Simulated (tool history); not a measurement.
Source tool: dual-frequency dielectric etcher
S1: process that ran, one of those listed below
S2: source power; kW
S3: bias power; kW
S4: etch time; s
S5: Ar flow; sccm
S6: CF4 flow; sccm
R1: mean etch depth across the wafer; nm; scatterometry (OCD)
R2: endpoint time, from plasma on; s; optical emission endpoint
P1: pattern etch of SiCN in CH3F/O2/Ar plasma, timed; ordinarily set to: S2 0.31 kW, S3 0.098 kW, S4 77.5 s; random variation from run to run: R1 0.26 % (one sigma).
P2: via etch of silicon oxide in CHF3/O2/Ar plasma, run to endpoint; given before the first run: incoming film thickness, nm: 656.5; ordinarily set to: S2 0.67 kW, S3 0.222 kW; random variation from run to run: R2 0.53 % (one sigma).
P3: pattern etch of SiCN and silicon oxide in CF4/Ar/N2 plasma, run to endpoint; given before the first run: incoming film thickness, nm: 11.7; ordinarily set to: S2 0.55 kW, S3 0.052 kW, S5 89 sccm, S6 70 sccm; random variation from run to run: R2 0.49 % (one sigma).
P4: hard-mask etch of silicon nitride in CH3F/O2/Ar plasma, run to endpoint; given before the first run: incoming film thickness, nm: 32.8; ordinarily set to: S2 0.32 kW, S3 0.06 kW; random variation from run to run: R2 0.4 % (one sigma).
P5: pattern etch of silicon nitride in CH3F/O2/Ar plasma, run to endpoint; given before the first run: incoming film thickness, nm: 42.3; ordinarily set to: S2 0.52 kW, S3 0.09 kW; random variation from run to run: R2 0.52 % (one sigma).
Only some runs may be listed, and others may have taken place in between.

run,hour,S1,S2,S3,S4,S5,S6,R1,R2
1,7.5,P1,0.31,0.098,77.5,,,30.213,
2,12.7,P1,0.31,0.098,77.5,,,30.489,
3,17.8,P1,0.19,0.075,77.5,,,22.869,
4,26.1,P1,0.31,0.098,77.5,,,30.361,
5,33.6,P3,0.55,0.052,,89,70,,12.308
6,39.9,P2,0.67,0.222,,,,,303.9
7,48,P4,0.4,0.06,,,,,52.622
8,54.5,P3,0.55,0.052,,65,70,,11.771
9,61.4,P1,0.23,0.098,102,,,35.813,
10,71.2,P4,0.32,0.06,,,,,56.898
11,75.9,P5,0.52,0.119,,,,,46.074
12,81.6,P1,0.31,0.121,77.5,,,32.884,
13,86.2,P1,0.31,0.067,77.5,,,26.347,
# hour 88.4: source power generator calibrated
14,93.7,P2,0.67,0.17,,,,,333.72
15,98.9,P1,0.31,0.098,77.5,,,30.312,
16,106.7,P1,0.31,0.098,59.5,,,23.292,
17,113.5,P3,0.67,0.052,,89,70,,10.313
18,118.1,P1,0.31,0.098,113,,,44.239,
19,124.4,P5,0.63,0.09,,,,,47.771
20,130.4,P4,0.32,0.035,,,,,67.448
21,135.5,P1,0.42,0.098,77.5,,,33.951,
22,139.7,P2,0.46,0.222,,,,,354.39
23,149.3,P1,0.2,0.098,77.5,,,25.878,
24,154.6,P3,0.55,0.052,,89,55,,12.885
# hour 157.6: wet clean of the chamber
25,161.2,P3,0.55,0.071,,89,70,,11.176
26,169,P1,0.42,0.118,77.5,,,36.474,
27,177.4,P5,0.52,0.09,,,,,50.708
28,185.1,P1,0.31,0.098,77.5,,,30.292,
29,193.2,P1,0.31,0.098,77.5,,,30.374,
30,198.8,P1,0.31,0.098,77.5,,,30.385,
31,206.5,P1,0.31,0.098,77.5,,,30.137,
32,212.7,P1,0.31,0.098,77.5,,,30.309,
33,220.7,P1,0.31,0.098,77.5,,,30.194,
34,229.2,P1,0.31,0.098,77.5,,,29.904,
35,238.1,P1,0.31,0.098,77.5,,,29.94,
# hour 242.3: wet clean of the chamber
36,246,P1,0.31,0.098,77.5,,,29.927,
37,250.3,P1,0.31,0.098,77.5,,,29.941,
38,254.7,P1,0.31,0.098,77.5,,,29.932,
39,260.6,P1,0.31,0.098,77.5,,,29.823,
40,269.2,P1,0.31,0.098,77.5,,,29.9,
41,274.7,P1,0.31,0.098,77.5,,,30.003,

What P1 gives has crept off from where it sat before. The 2 causes that follow fit the log equally well, each at the size noted:
A: bias power that arrives under what is set, % = 3.37
B: source power that arrives under what is set, % = 3.49
Onset of the creep was near hour 198.8.
Each remaining cause and why it is not a fit:
chamber walls in a state that lowers the etch rate, %: serviced at hour 242.3, after the drift had started, without restoring the earlier output

Each of the check runs listed below is run on 3 wafers and reports their average, with the results left as question marks. Pick the one under which the possible causes would lead to clearly different results.
check 1,280.2,P4,0.32,0.06,,,,,?
check 2,280.2,P5,0.52,0.09,,,,,?
check 3,280.2,P3,0.55,0.052,,89,70,,?
check 4,280.2,P2,0.67,0.222,,,,,?

Predicted outcomes, by check and by cause:
check,result,if A,if B
check 1,R2,57.714,57.838
check 2,R2,51.447,51.515
check 3,R2,12.459,12.73
check 4,R2,307.87,308.36
How far apart the two closest causes lie, in the result that separates them most: check 1 0.21 %; check 2 0.13 %; check 3 2.15 %; check 4 0.16 %
The other checks would show nearly matching results whichever cause is true, so check 3 is the only one that separates the causes.

Here is what check 3 returned: R2 12.796 s. Which cause is it?

Of the candidate causes, it is B: source power that arrives under what is set, %.

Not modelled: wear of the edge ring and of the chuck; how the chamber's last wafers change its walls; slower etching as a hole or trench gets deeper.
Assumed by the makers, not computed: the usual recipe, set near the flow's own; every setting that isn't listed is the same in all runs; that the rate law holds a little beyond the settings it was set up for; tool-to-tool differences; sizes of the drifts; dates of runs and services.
